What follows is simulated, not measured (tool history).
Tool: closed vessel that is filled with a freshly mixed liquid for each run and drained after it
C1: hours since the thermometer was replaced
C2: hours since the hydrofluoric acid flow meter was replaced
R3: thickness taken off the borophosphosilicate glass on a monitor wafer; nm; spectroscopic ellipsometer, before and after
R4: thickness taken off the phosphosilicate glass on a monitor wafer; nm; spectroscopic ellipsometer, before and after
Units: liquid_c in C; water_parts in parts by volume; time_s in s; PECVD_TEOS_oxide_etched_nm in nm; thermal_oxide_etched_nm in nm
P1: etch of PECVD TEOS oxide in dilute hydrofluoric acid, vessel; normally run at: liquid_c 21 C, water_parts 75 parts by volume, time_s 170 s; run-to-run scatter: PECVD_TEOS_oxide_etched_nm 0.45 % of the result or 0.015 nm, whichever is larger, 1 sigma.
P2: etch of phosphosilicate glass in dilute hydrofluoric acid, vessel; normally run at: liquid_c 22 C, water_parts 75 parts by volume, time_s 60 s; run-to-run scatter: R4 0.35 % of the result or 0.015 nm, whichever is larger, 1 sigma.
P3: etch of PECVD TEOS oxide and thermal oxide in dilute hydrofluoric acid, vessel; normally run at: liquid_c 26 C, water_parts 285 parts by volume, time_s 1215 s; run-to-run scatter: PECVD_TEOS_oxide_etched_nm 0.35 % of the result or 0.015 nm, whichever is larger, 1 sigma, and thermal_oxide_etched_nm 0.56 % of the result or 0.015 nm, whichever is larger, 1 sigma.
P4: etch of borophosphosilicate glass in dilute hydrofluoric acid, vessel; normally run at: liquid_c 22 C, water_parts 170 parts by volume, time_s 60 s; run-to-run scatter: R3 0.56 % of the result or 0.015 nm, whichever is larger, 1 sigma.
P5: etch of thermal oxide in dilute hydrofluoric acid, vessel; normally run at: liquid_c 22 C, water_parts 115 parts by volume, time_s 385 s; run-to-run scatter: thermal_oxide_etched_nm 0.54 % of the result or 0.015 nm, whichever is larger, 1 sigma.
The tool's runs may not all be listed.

run 1 hour=8.7 | process=P1 liquid_c=21 water_parts=75 time_s=170 | C1=701.4 C2=915.2 | PECVD_TEOS_oxide_etched_nm=36.121
run 2 hour=15.8 | process=P1 liquid_c=21 water_parts=75 time_s=35 | C1=708.5 C2=922.3 | PECVD_TEOS_oxide_etched_nm=7.3872
run 3 hour=22.6 | process=P1 liquid_c=25 water_parts=75 time_s=95 | C1=715.3 C2=929.1 | PECVD_TEOS_oxide_etched_nm=24.01
run 4 hour=30.1 | process=P1 liquid_c=21 water_parts=125 time_s=170 | C1=722.8 C2=936.6 | PECVD_TEOS_oxide_etched_nm=20.699
run 5 hour=39 | process=P1 liquid_c=28 water_parts=75 time_s=170 | C1=731.7 C2=945.5 | PECVD_TEOS_oxide_etched_nm=47.899
run 6 hour=47.2 | process=P1 liquid_c=21 water_parts=75 time_s=335 | C1=739.9 C2=953.7 | PECVD_TEOS_oxide_etched_nm=72.04
run 7 hour=54.2 | process=P1 liquid_c=21 water_parts=75 time_s=170 | C1=746.9 C2=960.7 | PECVD_TEOS_oxide_etched_nm=36.182
run 8 hour=61.8 | process=P1 liquid_c=21 water_parts=75 time_s=170 | C1=754.5 C2=968.3 | PECVD_TEOS_oxide_etched_nm=36.117
run 9 hour=67.8 | process=P5 liquid_c=27 water_parts=115 time_s=385 | C1=760.5 C2=974.3 | thermal_oxide_etched_nm=17.643
run 10 hour=73 | process=P5 liquid_c=22 water_parts=60 time_s=385 | C1=765.7 C2=979.5 | thermal_oxide_etched_nm=29.618
run 11 hour=78 | process=P5 liquid_c=22 water_parts=115 time_s=740 | C1=770.7 C2=984.5 | thermal_oxide_etched_nm=27.745
run 12 hour=82.7 | process=P1 liquid_c=21 water_parts=40 time_s=170 | C1=775.4 C2=989.2 | PECVD_TEOS_oxide_etched_nm=70.591
run 13 hour=86.9 | process=P4 liquid_c=17 water_parts=170 time_s=60 | C1=779.6 C2=993.4 | R3=20.699
run 14 hour=91.7 | process=P2 liquid_c=22 water_parts=75 time_s=30 | C1=784.4 C2=998.2 | R4=52.635
run 15 hour=96.6 | process=P1 liquid_c=21 water_parts=75 time_s=170 | C1=789.3 C2=1003.1 | PECVD_TEOS_oxide_etched_nm=35.847
run 16 hour=104.3 | process=P4 liquid_c=22 water_parts=55 time_s=60 | C1=797 C2=1010.8 | R3=88.787
run 17 hour=112.9 | process=P4 liquid_c=22 water_parts=170 time_s=60 | C1=805.6 C2=1019.4 | R3=25.392
run 18 hour=121.3 | process=P4 liquid_c=22 water_parts=170 time_s=60 | C1=814 C2=1027.8 | R3=25.14
run 19 hour=126.7 | process=P3 liquid_c=31 water_parts=285 time_s=1215 | C1=819.4 C2=1033.2 | PECVD_TEOS_oxide_etched_nm=48.019 thermal_oxide_etched_nm=21.44
run 20 hour=133.3 | process=P2 liquid_c=22 water_parts=75 time_s=60 | C1=826 C2=1039.8 | R4=104.86
run 21 hour=139.5 | process=P2 liquid_c=22 water_parts=120 time_s=60 | C1=832.2 C2=1046 | R4=62.384

Forecast run 22:
run 22 hour=144.4 | process=P2 liquid_c=26 water_parts=75 time_s=60 | C1=837.1 C2=1050.9 | R4=?

R4: 124.14 nm
